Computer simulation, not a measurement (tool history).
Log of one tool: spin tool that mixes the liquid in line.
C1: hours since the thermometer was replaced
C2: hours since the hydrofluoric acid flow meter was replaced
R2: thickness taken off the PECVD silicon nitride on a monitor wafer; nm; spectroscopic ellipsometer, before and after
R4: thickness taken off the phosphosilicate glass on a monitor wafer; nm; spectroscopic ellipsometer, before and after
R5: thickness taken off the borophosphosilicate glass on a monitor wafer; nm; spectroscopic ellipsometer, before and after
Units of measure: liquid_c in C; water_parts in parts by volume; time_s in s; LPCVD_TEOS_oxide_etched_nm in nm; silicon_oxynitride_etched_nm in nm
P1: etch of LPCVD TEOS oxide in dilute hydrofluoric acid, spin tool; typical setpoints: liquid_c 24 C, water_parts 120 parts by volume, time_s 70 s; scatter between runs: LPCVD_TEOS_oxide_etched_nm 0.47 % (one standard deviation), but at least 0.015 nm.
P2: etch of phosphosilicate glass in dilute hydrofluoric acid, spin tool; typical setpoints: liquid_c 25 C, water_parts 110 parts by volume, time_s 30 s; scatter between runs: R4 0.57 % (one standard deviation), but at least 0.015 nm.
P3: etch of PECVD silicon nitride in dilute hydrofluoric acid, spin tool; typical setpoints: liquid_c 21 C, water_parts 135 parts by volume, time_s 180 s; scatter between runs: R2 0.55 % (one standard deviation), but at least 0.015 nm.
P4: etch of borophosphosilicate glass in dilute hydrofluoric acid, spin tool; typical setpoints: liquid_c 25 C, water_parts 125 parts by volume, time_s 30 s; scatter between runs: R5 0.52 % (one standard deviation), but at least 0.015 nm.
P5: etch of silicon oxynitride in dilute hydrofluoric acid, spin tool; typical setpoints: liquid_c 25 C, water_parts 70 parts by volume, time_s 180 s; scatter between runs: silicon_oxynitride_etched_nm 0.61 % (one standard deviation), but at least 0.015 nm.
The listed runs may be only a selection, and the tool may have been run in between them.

run 1 hour=6.2 | process=P1 liquid_c=24 water_parts=120 time_s=70 | C1=96.8 C2=1084.7 | LPCVD_TEOS_oxide_etched_nm=23.917
run 2 hour=14.7 | process=P3 liquid_c=21 water_parts=135 time_s=25 | C1=105.3 C2=1093.2 | R2=0.53271
run 3 hour=21.6 | process=P1 liquid_c=24 water_parts=120 time_s=70 | C1=112.2 C2=1100.1 | LPCVD_TEOS_oxide_etched_nm=23.929
run 4 hour=31.5 | process=P1 liquid_c=24 water_parts=120 time_s=70 | C1=122.1 C2=1110 | LPCVD_TEOS_oxide_etched_nm=24.15
run 5 hour=37.9 | process=P1 liquid_c=24 water_parts=120 time_s=70 | C1=128.5 C2=1116.4 | LPCVD_TEOS_oxide_etched_nm=24.121
run 6 hour=45.4 | process=P5 liquid_c=25 water_parts=70 time_s=180 | C1=136 C2=1123.9 | silicon_oxynitride_etched_nm=4.0219
run 7 hour=53 | process=P5 liquid_c=32.5 water_parts=70 time_s=180 | C1=143.6 C2=1131.5 | silicon_oxynitride_etched_nm=5.6876
run 8 hour=59 | process=P2 liquid_c=25 water_parts=110 time_s=30 | C1=149.6 C2=1137.5 | R4=16.343
run 9 hour=63.9 | process=P1 liquid_c=24 water_parts=25 time_s=70 | C1=154.5 C2=1142.4 | LPCVD_TEOS_oxide_etched_nm=131.45
run 10 hour=74.2 | process=P2 liquid_c=20.5 water_parts=110 time_s=30 | C1=164.8 C2=1152.7 | R4=13.812
run 11 hour=80.4 | process=P2 liquid_c=25 water_parts=60 time_s=30 | C1=171 C2=1158.9 | R4=32.446
run 12 hour=86.1 | process=P4 liquid_c=21 water_parts=125 time_s=30 | C1=176.7 C2=1164.6 | R5=10.582
run 13 hour=96.1 | process=P1 liquid_c=24 water_parts=120 time_s=70 | C1=186.7 C2=1174.6 | LPCVD_TEOS_oxide_etched_nm=24.145
run 14 hour=103.1 | process=P1 liquid_c=20.5 water_parts=120 time_s=35 | C1=193.7 C2=1181.6 | LPCVD_TEOS_oxide_etched_nm=10.437
run 15 hour=109.9 | process=P3 liquid_c=21 water_parts=135 time_s=180 | C1=200.5 C2=1188.4 | R2=3.7984
run 16 hour=117.3 | process=P4 liquid_c=25 water_parts=30 time_s=30 | C1=207.9 C2=1195.8 | R5=58.077
run 17 hour=122.8 | process=P1 liquid_c=24 water_parts=120 time_s=135 | C1=213.4 C2=1201.3 | LPCVD_TEOS_oxide_etched_nm=46.166
run 18 hour=132.1 | process=P1 liquid_c=24 water_parts=120 time_s=70 | C1=222.7 C2=1210.6 | LPCVD_TEOS_oxide_etched_nm=24.211
run 19 hour=139.6 | process=P3 liquid_c=28 water_parts=135 time_s=180 | C1=230.2 C2=1218.1 | R2=6.0028
run 20 hour=149.2 | process=P1 liquid_c=32.5 water_parts=120 time_s=70 | C1=239.8 C2=1227.7 | LPCVD_TEOS_oxide_etched_nm=33.048
run 21 hour=157.7 | process=P3 liquid_c=21 water_parts=70 time_s=180 | C1=248.3 C2=1236.2 | R2=7.2448
run 22 hour=167.6 | process=P4 liquid_c=25 water_parts=125 time_s=65 | C1=258.2 C2=1246.1 | R5=26.482
run 23 hour=177.4 | process=P2 liquid_c=25 water_parts=110 time_s=55 | C1=268 C2=1255.9 | R4=30.012
run 24 hour=185.2 | process=P3 liquid_c=21 water_parts=135 time_s=180 | C1=275.8 C2=1263.7 | R2=3.8173
run 25 hour=190.7 | process=P5 liquid_c=25 water_parts=40 time_s=180 | C1=281.3 C2=1269.2 | silicon_oxynitride_etched_nm=7.1907
run 26 hour=199.3 | process=P1 liquid_c=17.5 water_parts=120 time_s=70 | C1=289.9 C2=1277.8 | LPCVD_TEOS_oxide_etched_nm=18.504
run 27 hour=207.7 | process=P1 liquid_c=24 water_parts=120 time_s=30 | C1=298.3 C2=1286.2 | LPCVD_TEOS_oxide_etched_nm=10.287
run 28 hour=214.3 | process=P5 liquid_c=25 water_parts=70 time_s=360 | C1=304.9 C2=1292.8 | silicon_oxynitride_etched_nm=8.0887
run 29 hour=220 | process=P4 liquid_c=25 water_parts=125 time_s=30 | C1=310.6 C2=1298.5 | R5=12.301
run 30 hour=225.4 | process=P1 liquid_c=24 water_parts=200 time_s=70 | C1=316 C2=1303.9 | LPCVD_TEOS_oxide_etched_nm=13.265
run 31 hour=232.1 | process=P1 liquid_c=17.5 water_parts=210 time_s=70 | C1=322.7 C2=1310.6 | LPCVD_TEOS_oxide_etched_nm=9.7351
run 32 hour=241.3 | process=P1 liquid_c=24 water_parts=120 time_s=70 | C1=331.9 C2=1319.8 | LPCVD_TEOS_oxide_etched_nm=23.87
run 33 hour=246.7 | process=P1 liquid_c=24 water_parts=120 time_s=70 | C1=337.3 C2=1325.2 | LPCVD_TEOS_oxide_etched_nm=24.025
run 34 hour=256.7 | process=P1 liquid_c=24 water_parts=120 time_s=70 | C1=347.3 C2=1335.2 | LPCVD_TEOS_oxide_etched_nm=25.144
run 35 hour=267 | process=P1 liquid_c=24 water_parts=120 time_s=70 | C1=357.6 C2=1345.5 | LPCVD_TEOS_oxide_etched_nm=25.344
run 36 hour=273.2 | process=P1 liquid_c=24 water_parts=120 time_s=70 | C1=363.8 C2=1351.7 | LPCVD_TEOS_oxide_etched_nm=25.741
run 37 hour=278.4 | process=P1 liquid_c=24 water_parts=120 time_s=70 | C1=369 C2=1356.9 | LPCVD_TEOS_oxide_etched_nm=25.816
run 38 hour=288.6 | process=P1 liquid_c=24 water_parts=120 time_s=70 | C1=379.2 C2=1367.1 | LPCVD_TEOS_oxide_etched_nm=25.423
run 39 hour=297.7 | process=P1 liquid_c=24 water_parts=120 time_s=70 | C1=388.3 C2=1376.2 | LPCVD_TEOS_oxide_etched_nm=25.981
run 40 hour=303.3 | process=P1 liquid_c=24 water_parts=120 time_s=70 | C1=393.9 C2=1381.8 | LPCVD_TEOS_oxide_etched_nm=25.745
run 41 hour=312.9 | process=P1 liquid_c=24 water_parts=120 time_s=70 | C1=403.5 C2=1391.4 | LPCVD_TEOS_oxide_etched_nm=25.694

P1 no longer gives what it gave before; its output has crept away from where it was. The following 2 causes, each at its listed size, fit the log equally well:
A: liquid hotter than its thermometer reads (K) = 1.73
B: hydrofluoric acid flow above the setpoint (%) = 6.05
The process output started creeping at around hour 246.7.

Each of the 4 check runs below uses one wafer; its results are left as question marks. Which run tells the causes apart?
run check 1 hour=322.5 | process=P3 liquid_c=21 water_parts=80 time_s=85 | R2=?
run check 2 hour=322.5 | process=P4 liquid_c=25 water_parts=45 time_s=60 | R5=?
run check 3 hour=322.5 | process=P2 liquid_c=22 water_parts=110 time_s=30 | R4=?
run check 4 hour=322.5 | process=P5 liquid_c=31.5 water_parts=70 time_s=315 | silicon_oxynitride_etched_nm=?

How each check would come out, cause by cause:
check=check_1 result=R2 if_A=3.3567 if_B=3.1625
check=check_2 result=R5 if_A=80.984 if_B=80.328
check=check_3 result=R4 if_A=15.719 if_B=15.677
check=check_4 result=silicon_oxynitride_etched_nm if_A=10.293 if_B=10.143
Separation of the two closest causes in each check, using whichever result separates them best: check 1 5.96 %; check 2 0.81 %; check 3 0.27 %; check 4 1.47 %
Check 1 distinguishes between the causes, while the remaining checks would return nearly the same result for all of them.

Check 1 has now been run. It gave: R2 3.3758 nm. Which of the candidate causes is it?

Of the candidate causes, it is A: liquid hotter than its thermometer reads (K).

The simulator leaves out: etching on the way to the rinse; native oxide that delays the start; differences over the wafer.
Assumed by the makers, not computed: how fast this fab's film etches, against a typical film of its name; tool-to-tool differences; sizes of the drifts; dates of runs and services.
